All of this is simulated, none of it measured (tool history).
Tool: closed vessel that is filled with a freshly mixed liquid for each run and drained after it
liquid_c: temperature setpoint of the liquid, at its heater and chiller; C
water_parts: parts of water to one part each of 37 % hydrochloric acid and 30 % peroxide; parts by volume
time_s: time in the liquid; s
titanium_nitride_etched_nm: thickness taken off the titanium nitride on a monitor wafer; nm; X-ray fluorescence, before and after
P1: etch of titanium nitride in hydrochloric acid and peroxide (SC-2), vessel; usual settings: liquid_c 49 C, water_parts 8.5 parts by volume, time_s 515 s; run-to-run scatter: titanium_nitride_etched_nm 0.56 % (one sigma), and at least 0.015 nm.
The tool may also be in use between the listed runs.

run	hour	liquid_c	water_parts	time_s	hours since the thermometer was replaced	hours since the chemicals flow meter was replaced	hours since the drum of peroxide was connected	titanium_nitride_etched_nm
1	3	49	8.5	515	498.3	759.9	136.8	25.98
2	6.4	49	8.5	515	501.7	763.3	140.2	25.759
3	9.4	62	8.5	515	504.7	766.3	143.2	59.154
4	14.5	49	8.5	515	509.8	771.4	148.3	25.61
5	19.2	57.5	15	515	514.5	776.1	153	27.968
# hour 21.7: new drum of peroxide connected
6	22.1	49	8.5	515	517.4	779	0.5	25.671
7	24.8	49	14.5	515	520.1	781.7	3.2	16.205
8	29.9	42.5	8.5	820	525.2	786.8	8.3	26.091
9	32.5	49	8.5	515	527.8	789.4	10.9	25.681
10	35.8	35.5	8.5	515	531.1	792.7	14.2	9.8718
11	40.5	49	8.5	985	535.8	797.4	18.9	48.928
12	44.1	49	8.5	215	539.4	801	22.5	10.674
13	49.5	49	8.5	515	544.8	806.4	27.9	25.756
14	54.1	49	4	515	549.4	811	32.5	44.604
15	58.6	49	8.5	515	553.9	815.5	37	25.827
16	62.4	49	8.5	515	557.7	819.3	40.8	25.719
17	65.8	49	8.5	515	561.1	822.7	44.2	26.253
18	68.9	49	8.5	515	564.2	825.8	47.3	26.791
19	73.1	49	8.5	515	568.4	830	51.5	27.436
20	75.8	49	8.5	515	571.1	832.7	54.2	27.267

Forecast run 21:
21	78.4	49	8.5	515	573.7	835.3	56.8	?

titanium_nitride_etched_nm: 27.658 nm

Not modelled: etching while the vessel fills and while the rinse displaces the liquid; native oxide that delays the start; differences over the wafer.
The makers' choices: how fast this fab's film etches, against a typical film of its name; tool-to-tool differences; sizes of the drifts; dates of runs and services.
